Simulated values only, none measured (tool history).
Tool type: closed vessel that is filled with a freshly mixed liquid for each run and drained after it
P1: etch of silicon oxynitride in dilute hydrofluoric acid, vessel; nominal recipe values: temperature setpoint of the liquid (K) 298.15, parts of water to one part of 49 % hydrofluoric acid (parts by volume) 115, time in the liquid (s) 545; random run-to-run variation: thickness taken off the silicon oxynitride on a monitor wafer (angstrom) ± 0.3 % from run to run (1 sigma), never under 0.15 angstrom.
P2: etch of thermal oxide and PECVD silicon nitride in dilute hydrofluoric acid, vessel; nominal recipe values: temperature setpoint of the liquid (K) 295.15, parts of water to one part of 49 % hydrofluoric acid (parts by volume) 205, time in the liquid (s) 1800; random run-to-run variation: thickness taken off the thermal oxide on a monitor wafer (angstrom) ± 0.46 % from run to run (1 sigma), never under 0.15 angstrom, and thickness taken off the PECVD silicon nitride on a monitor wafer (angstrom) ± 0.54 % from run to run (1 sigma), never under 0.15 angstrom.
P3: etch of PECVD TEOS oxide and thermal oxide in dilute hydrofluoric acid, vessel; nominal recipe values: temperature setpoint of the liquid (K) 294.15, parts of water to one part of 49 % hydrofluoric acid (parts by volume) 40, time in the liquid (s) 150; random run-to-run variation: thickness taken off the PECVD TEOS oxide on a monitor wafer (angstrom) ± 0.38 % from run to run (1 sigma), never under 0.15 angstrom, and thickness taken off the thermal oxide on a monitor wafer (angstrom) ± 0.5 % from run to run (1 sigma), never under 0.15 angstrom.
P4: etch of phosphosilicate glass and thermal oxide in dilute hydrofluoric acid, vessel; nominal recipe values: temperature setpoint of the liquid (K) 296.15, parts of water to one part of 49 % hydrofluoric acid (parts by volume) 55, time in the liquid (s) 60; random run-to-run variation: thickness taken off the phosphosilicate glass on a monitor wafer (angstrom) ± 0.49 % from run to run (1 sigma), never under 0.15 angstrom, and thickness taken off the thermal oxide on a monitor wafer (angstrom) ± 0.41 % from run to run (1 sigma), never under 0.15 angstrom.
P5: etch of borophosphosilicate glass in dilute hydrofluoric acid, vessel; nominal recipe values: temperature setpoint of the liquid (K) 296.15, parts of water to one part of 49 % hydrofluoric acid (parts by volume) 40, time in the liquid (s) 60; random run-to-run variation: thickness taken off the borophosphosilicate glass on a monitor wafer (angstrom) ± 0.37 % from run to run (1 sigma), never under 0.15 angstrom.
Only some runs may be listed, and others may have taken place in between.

| run | hour | process that ran | temperature setpoint of the liquid (K) | parts of water to one part of 49 % hydrofluoric acid (parts by volume) | time in the liquid (s) | hours since the thermometer was replaced | hours since the hydrofluoric acid flow meter was replaced | thickness taken off the silicon oxynitride on a monitor wafer (angstrom) | thickness taken off the thermal oxide on a monitor wafer (angstrom) | thickness taken off the PECVD silicon nitride on a monitor wafer (angstrom) | thickness taken off the borophosphosilicate glass on a monitor wafer (angstrom) | thickness taken off the phosphosilicate glass on a monitor wafer (angstrom) | thickness taken off the PECVD TEOS oxide on a monitor wafer (angstrom) |
|---|---|---|---|---|---|---|---|---|---|---|---|---|---|
| 1 | 5.6 | P1 | 298.15 | 115 | 545 | 142.5 | 599.8 | 92.068 |  |  |  |  |  |
| 2 | 16.4 | P2 | 295.15 | 205 | 465 | 153.3 | 610.6 |  | 86.747 | 42.229 |  |  |  |
| 3 | 23.4 | P5 | 296.15 | 40 | 60 | 160.3 | 617.6 |  |  |  | 739.77 |  |  |
| 4 | 33 | P1 | 298.15 | 115 | 545 | 169.9 | 627.2 | 91.726 |  |  |  |  |  |
| 5 | 40.4 | P4 | 296.15 | 55 | 30 | 177.3 | 634.6 |  | 26.913 |  |  | 337 |  |
| 6 | 49.1 | P1 | 298.15 | 115 | 545 | 186 | 643.3 | 91.875 |  |  |  |  |  |
| 7 | 59.8 | P1 | 298.15 | 65 | 785 | 196.7 | 654 | 242.06 |  |  |  |  |  |
| 8 | 68.1 | P5 | 290.15 | 40 | 60 | 205 | 662.3 |  |  |  | 572.91 |  |  |
| 9 | 73.6 | P5 | 296.15 | 40 | 60 | 210.5 | 667.8 |  |  |  | 741.81 |  |  |
| 10 | 80.9 | P1 | 303.15 | 115 | 270 | 217.8 | 675.1 | 56.74 |  |  |  |  |  |
| 11 | 86.8 | P2 | 302.15 | 205 | 1800 | 223.7 | 681 |  | 430.52 | 247.71 |  |  |  |
| 12 | 95.9 | P1 | 298.15 | 20 | 545 | 232.8 | 690.1 | 570.96 |  |  |  |  |  |
| 13 | 106.8 | P1 | 305.15 | 115 | 985 | 243.7 | 701 | 226.17 |  |  |  |  |  |
| 14 | 115.7 | P4 | 296.15 | 20 | 60 | 252.6 | 709.9 |  | 155.45 |  |  | 1925.3 |  |
| 15 | 122.8 | P1 | 298.15 | 115 | 1000 | 259.7 | 717 | 168.32 |  |  |  |  |  |
| 16 | 133.8 | P1 | 298.15 | 175 | 545 | 270.7 | 728 | 57.237 |  |  |  |  |  |
| 17 | 140.3 | P1 | 298.15 | 115 | 545 | 277.2 | 734.5 | 91.444 |  |  |  |  |  |
| 18 | 150.7 | P3 | 294.15 | 40 | 150 | 287.6 | 744.9 |  | 172.52 |  |  |  | 429.78 |
| 19 | 157 | P3 | 290.15 | 40 | 150 | 293.9 | 751.2 |  | 146.17 |  |  |  | 360 |
| 20 | 166.5 | P3 | 294.15 | 65 | 150 | 303.4 | 760.7 |  | 103.45 |  |  |  | 255.49 |
| 21 | 174.5 | P5 | 296.15 | 40 | 30 | 311.4 | 768.7 |  |  |  | 368.16 |  |  |
| 22 | 181.1 | P3 | 294.15 | 40 | 30 | 318 | 775.3 |  | 34.884 |  |  |  | 85.526 |
| 23 | 188.2 | P1 | 303.15 | 115 | 545 | 325.1 | 782.4 | 114.63 |  |  |  |  |  |
| 24 | 197.9 | P4 | 296.15 | 55 | 60 | 334.8 | 792.1 |  | 54.012 |  |  | 672.87 |  |
| 25 | 204.9 | P2 | 295.15 | 305 | 1800 | 341.8 | 799.1 |  | 204.47 | 109.08 |  |  |  |
| 26 | 214.5 | P4 | 296.15 | 55 | 60 | 351.4 | 808.7 |  | 53.976 |  |  | 680.11 |  |
| 27 | 222.3 | P1 | 298.15 | 115 | 545 | 359.2 | 816.5 | 91.992 |  |  |  |  |  |
| 28 | 228.3 | P5 | 296.15 | 20 | 60 | 365.2 | 822.5 |  |  |  | 1524.2 |  |  |
| 29 | 235.1 | P1 | 298.15 | 115 | 545 | 372 | 829.3 | 91.353 |  |  |  |  |  |
| 30 | 245 | P1 | 298.15 | 115 | 85 | 381.9 | 839.2 | 14.371 |  |  |  |  |  |
| 31 | 250.3 | P4 | 301.15 | 55 | 60 | 387.2 | 844.5 |  | 66.184 |  |  | 830.99 |  |
| 32 | 255.7 | P1 | 293.15 | 115 | 545 | 392.6 | 849.9 | 72.297 |  |  |  |  |  |
| 33 | 261.5 | P2 | 295.15 | 205 | 1800 | 398.4 | 855.7 |  | 337.08 | 160.94 |  |  |  |
| 34 | 271.6 | P1 | 298.15 | 115 | 545 | 408.5 | 865.8 | 91.582 |  |  |  |  |  |
| 35 | 282 | P1 | 298.15 | 115 | 545 | 418.9 | 876.2 | 87.504 |  |  |  |  |  |
| 36 | 288.2 | P1 | 298.15 | 115 | 545 | 425.1 | 882.4 | 86.759 |  |  |  |  |  |
| 37 | 297.3 | P1 | 298.15 | 115 | 545 | 434.2 | 891.5 | 85.782 |  |  |  |  |  |
| 38 | 308.1 | P1 | 298.15 | 115 | 545 | 445 | 902.3 | 84.492 |  |  |  |  |  |
| 39 | 319.1 | P1 | 298.15 | 115 | 545 | 456 | 913.3 | 84.033 |  |  |  |  |  |
| 40 | 327.7 | P1 | 298.15 | 115 | 545 | 464.6 | 921.9 | 83.696 |  |  |  |  |  |
| 41 | 333.2 | P1 | 298.15 | 115 | 545 | 470.1 | 927.4 | 83.494 |  |  |  |  |  |
| 42 | 338.4 | P1 | 298.15 | 115 | 545 | 475.3 | 932.6 | 83.972 |  |  |  |  |  |
| 43 | 348.5 | P1 | 298.15 | 115 | 545 | 485.4 | 942.7 | 83.161 |  |  |  |  |  |

Compared with where it was, what P1 gives has crept away. Each cause listed below fits the log as well as the rest, at the size given for it:
A: liquid colder than its thermometer reads (K) = 1.99
B: hydrofluoric acid flow below the setpoint (%) = 8.11
The process output started creeping at around hour 271.6.

Below are 4 check runs, each on a single wafer, with their results shown as question marks. Which of them would tell the listed causes apart, meaning the causes would give clearly different results under it?
| check 1 | 358.6 | P5 | 296.15 | 40 | 60 |  |  |  |  |  | ? |  |  |
| check 2 | 358.6 | P2 | 295.15 | 205 | 1800 |  |  |  | ? | ? |  |  |  |
| check 3 | 358.6 | P4 | 296.15 | 55 | 60 |  |  |  | ? |  |  | ? |  |
| check 4 | 358.6 | P3 | 294.15 | 40 | 150 |  |  |  | ? |  |  |  | ? |

How each check would come out, cause by cause:
| check | result | if A | if B |
|---|---|---|---|
| check 1 | thickness taken off the borophosphosilicate glass on a monitor wafer (angstrom) | 678.3 | 674.69 |
| check 2 | thickness taken off the thermal oxide on a monitor wafer (angstrom) | 312.26 | 303.91 |
| check 2 | thickness taken off the PECVD silicon nitride on a monitor wafer (angstrom) | 141.52 | 148.22 |
| check 3 | thickness taken off the thermal oxide on a monitor wafer (angstrom) | 49.713 | 49.325 |
| check 3 | thickness taken off the phosphosilicate glass on a monitor wafer (angstrom) | 620.85 | 616.01 |
| check 4 | thickness taken off the thermal oxide on a monitor wafer (angstrom) | 159.7 | 159.09 |
| check 4 | thickness taken off the PECVD TEOS oxide on a monitor wafer (angstrom) | 391.96 | 390.47 |
Gap, in per cent, between the two causes that each check separates least, read from the result that separates them most: check 1 0.53 %; check 2 4.63 %; check 3 0.78 %; check 4 0.38 %
Check 2 distinguishes between the causes, while the remaining checks would return nearly the same result for all of them.

Check 2 was then run and gave: thickness taken off the thermal oxide on a monitor wafer (angstrom) 311.83; thickness taken off the PECVD silicon nitride on a monitor wafer (angstrom) 141.03. Which cause is it?

The cause is A: liquid colder than its thermometer reads (K).
